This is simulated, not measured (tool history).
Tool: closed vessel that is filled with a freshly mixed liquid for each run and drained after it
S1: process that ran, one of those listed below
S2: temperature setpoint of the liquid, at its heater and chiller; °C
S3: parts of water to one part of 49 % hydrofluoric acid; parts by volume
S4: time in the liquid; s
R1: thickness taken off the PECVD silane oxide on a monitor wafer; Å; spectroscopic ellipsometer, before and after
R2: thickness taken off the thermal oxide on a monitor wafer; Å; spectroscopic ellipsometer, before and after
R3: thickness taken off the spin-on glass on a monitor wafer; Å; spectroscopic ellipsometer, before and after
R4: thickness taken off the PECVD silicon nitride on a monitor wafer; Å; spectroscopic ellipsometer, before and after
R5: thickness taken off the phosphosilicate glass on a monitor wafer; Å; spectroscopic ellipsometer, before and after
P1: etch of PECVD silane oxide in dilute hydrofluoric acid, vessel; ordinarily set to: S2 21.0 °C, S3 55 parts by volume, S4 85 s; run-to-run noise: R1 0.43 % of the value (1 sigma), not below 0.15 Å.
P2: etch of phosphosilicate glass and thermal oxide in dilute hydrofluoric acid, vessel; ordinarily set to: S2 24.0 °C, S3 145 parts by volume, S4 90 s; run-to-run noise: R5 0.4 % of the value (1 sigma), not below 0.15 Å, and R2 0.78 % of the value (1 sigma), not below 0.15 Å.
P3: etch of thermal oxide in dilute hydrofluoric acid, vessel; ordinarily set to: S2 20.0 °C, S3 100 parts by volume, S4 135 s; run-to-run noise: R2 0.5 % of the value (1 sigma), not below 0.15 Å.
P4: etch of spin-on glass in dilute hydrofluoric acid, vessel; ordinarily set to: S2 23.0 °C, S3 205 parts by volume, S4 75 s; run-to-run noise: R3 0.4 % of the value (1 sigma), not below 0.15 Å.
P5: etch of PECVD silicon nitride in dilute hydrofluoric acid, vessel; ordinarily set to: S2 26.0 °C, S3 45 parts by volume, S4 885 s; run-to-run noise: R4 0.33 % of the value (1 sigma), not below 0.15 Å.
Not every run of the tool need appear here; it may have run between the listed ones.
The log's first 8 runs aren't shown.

run     day  S1    S2   S3   S4       R1       R2      R3      R4       R5
  9   3.979  P5  26.0   45  885                            594.77
 10   4.421  P3  20.0  100  135            54.115
 11   4.792  P1  21.0   20   40   488.05
 12   5.208  P1  21.0   55   30   126.80
 13   5.667  P2  24.0   75   90            54.724                  1210.60
 14   5.938  P5  26.0   65  885                            411.26
 15   6.242  P2  24.0  145   90            26.086                   572.75
 16   6.683  P1  21.0  100   85   186.57
 17   7.142  P5  33.0   45  885                            930.85
 18   7.712  P1  24.5   55   85   415.59
 19   8.158  P1  21.0   55   85   360.30
 20   8.458  P4  23.0   85   75                    290.19
 21   9.025  P3  20.0   20  135           297.240
 22   9.433  P1  17.0   55   85   302.86
 23   9.817  P5  26.0   45  885                            594.66
 24  10.262  P2  24.0  145   90            25.827                   571.11
 25  10.588  P1  21.0   20   85  1033.40

For run 26, what comes out?
 26  11.175  P1  21.0  55  85   ?

R1: 358.52 Å

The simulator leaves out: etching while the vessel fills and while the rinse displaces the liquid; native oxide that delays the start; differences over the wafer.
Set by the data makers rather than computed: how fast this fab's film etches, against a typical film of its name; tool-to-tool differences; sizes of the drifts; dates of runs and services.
